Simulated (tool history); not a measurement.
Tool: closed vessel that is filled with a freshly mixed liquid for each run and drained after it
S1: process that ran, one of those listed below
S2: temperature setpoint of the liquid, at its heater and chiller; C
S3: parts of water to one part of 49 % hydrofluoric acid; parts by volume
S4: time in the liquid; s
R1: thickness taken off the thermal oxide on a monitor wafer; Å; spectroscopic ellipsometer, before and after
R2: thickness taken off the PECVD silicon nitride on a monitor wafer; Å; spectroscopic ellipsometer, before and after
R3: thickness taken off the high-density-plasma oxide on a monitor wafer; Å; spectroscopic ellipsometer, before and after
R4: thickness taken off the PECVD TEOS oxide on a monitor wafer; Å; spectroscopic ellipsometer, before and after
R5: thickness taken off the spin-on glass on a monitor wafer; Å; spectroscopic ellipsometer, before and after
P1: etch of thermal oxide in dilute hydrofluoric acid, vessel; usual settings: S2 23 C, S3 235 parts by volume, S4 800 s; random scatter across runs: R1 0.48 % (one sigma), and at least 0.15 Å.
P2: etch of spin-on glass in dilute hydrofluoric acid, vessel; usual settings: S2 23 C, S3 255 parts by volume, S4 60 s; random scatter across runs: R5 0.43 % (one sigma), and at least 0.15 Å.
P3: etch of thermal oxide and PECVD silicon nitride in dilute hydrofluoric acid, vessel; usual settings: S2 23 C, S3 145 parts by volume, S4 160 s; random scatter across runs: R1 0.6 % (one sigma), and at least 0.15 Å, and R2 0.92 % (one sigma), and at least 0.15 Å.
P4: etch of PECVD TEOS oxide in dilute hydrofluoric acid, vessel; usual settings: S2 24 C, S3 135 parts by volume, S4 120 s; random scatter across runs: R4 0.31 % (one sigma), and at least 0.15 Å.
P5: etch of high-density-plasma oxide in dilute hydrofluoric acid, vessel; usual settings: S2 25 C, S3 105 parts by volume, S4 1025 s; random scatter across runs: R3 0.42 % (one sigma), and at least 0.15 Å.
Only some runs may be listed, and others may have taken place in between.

| run | hour | S1 | S2 | S3 | S4 | R1 | R2 | R3 | R4 | R5 |
|---|---|---|---|---|---|---|---|---|---|---|
| 1 | 9.6 | P1 | 23 | 235 | 800 | 125.85 |  |  |  |  |
| 2 | 18.1 | P3 | 28 | 145 | 160 | 57.178 | 38.685 |  |  |  |
| 3 | 24.6 | P5 | 31.5 | 105 | 1025 |  |  | 675.61 |  |  |
| 4 | 32.6 | P4 | 24 | 135 | 30 |  |  |  | 34.064 |  |
| 5 | 38.6 | P5 | 25 | 105 | 65 |  |  | 33.641 |  |  |
| 6 | 49.8 | P2 | 18 | 255 | 60 |  |  |  |  | 51.844 |
| 7 | 61.3 | P1 | 23 | 135 | 800 | 244.88 |  |  |  |  |
| 8 | 66.6 | P5 | 25 | 105 | 1025 |  |  | 532.5 |  |  |
| 9 | 76.5 | P2 | 23 | 415 | 60 |  |  |  |  | 33.417 |
| 10 | 86.4 | P1 | 23 | 235 | 800 | 125.68 |  |  |  |  |
| 11 | 97.1 | P4 | 31 | 135 | 120 |  |  |  | 176.08 |  |
| 12 | 106.2 | P2 | 23 | 255 | 30 |  |  |  |  | 31.098 |
| 13 | 112.2 | P3 | 23 | 145 | 160 | 46.918 | 28.485 |  |  |  |
| 14 | 119.4 | P5 | 25 | 190 | 1025 |  |  | 266.14 |  |  |
| 15 | 129.2 | P4 | 24 | 25 | 120 |  |  |  | 842.05 |  |
| 16 | 139.5 | P1 | 27.5 | 235 | 800 | 148.86 |  |  |  |  |
| 17 | 146.9 | P1 | 23 | 235 | 100 | 15.561 |  |  |  |  |
|  | 156.5 | hydrofluoric acid flow meter replaced |
| 18 | 158.5 | P3 | 23 | 145 | 30 | 8.8689 | 5.3605 |  |  |  |
| 19 | 167.6 | P1 | 23 | 425 | 800 | 58.647 |  |  |  |  |
| 20 | 174.8 | P2 | 23 | 255 | 60 |  |  |  |  | 61.903 |
| 21 | 185.3 | P3 | 23 | 55 | 160 | 138.74 | 72.753 |  |  |  |
| 22 | 192 | P1 | 23 | 235 | 800 | 127.26 |  |  |  |  |
| 23 | 200.8 | P1 | 23 | 235 | 800 | 125.87 |  |  |  |  |
| 24 | 212.6 | P1 | 19 | 235 | 800 | 108.24 |  |  |  |  |
| 25 | 223.1 | P1 | 17.5 | 235 | 1245 | 158.5 |  |  |  |  |
| 26 | 229.1 | P4 | 24 | 135 | 120 |  |  |  | 136.33 |  |
| 27 | 238.4 | P1 | 23 | 235 | 800 | 125.73 |  |  |  |  |
| 28 | 245.4 | P2 | 23 | 255 | 60 |  |  |  |  | 62.266 |
| 29 | 256.4 | P1 | 23 | 235 | 1470 | 231.02 |  |  |  |  |
| 30 | 262.8 | P1 | 23 | 45 | 80 | 82.202 |  |  |  |  |
| 31 | 270.8 | P1 | 23 | 235 | 800 | 125.6 |  |  |  |  |
| 32 | 277.3 | P1 | 23 | 235 | 800 | 122.46 |  |  |  |  |
| 33 | 283.9 | P1 | 23 | 235 | 800 | 120.84 |  |  |  |  |
| 34 | 289.3 | P1 | 23 | 235 | 800 | 119.14 |  |  |  |  |
| 35 | 296.2 | P1 | 23 | 235 | 800 | 117.58 |  |  |  |  |
| 36 | 305.9 | P1 | 23 | 235 | 800 | 117.6 |  |  |  |  |
| 37 | 312.6 | P1 | 23 | 235 | 800 | 117.12 |  |  |  |  |
| 38 | 319.5 | P1 | 23 | 235 | 800 | 115.77 |  |  |  |  |
| 39 | 327 | P1 | 23 | 235 | 800 | 117.19 |  |  |  |  |
| 40 | 334 | P1 | 23 | 235 | 800 | 116.66 |  |  |  |  |
| 41 | 341.7 | P1 | 23 | 235 | 800 | 116.4 |  |  |  |  |

P1 no longer gives what it gave before; its output has crept away from where it was. The following 2 causes, each at its listed size, fit the log equally well:
A: hydrofluoric acid flow below the setpoint (%) = 6.59
B: liquid colder than its thermometer reads (K) = 2.29
The onset of the drift is placed at about hour 270.8.

Each of the 4 check runs below uses one wafer; its results are left as question marks. Which run tells the causes apart?
| check 1 | 349.4 | P3 | 23 | 100 | 90 | ? | ? |  |  |  |
| check 2 | 349.4 | P4 | 28.5 | 135 | 30 |  |  |  | ? |  |
| check 3 | 349.4 | P5 | 25 | 175 | 295 |  |  | ? |  |  |
| check 4 | 349.4 | P2 | 23 | 375 | 60 |  |  |  |  | ? |

Check results expected under each cause:
| check | result | if A | if B |
|---|---|---|---|
| check 1 | R1 | 37.523 | 36.929 |
| check 1 | R2 | 21.445 | 19.668 |
| check 2 | R4 | 37.151 | 36.958 |
| check 3 | R3 | 77.377 | 77.06 |
| check 4 | R5 | 34.624 | 35.083 |
Per check, the gap between the least separated pair of causes, taken in the result that splits them most: check 1 8.65 %; check 2 0.52 %; check 3 0.41 %; check 4 1.32 %
Only in check 1 would the causes give clearly different results; in the remaining checks their results would be nearly the same.

Check 1 has now been run. It gave: R1 36.909 Å; R2 19.25 Å. Which of the candidate causes is it?

The correct cause is B, namely: liquid colder than its thermometer reads (K).
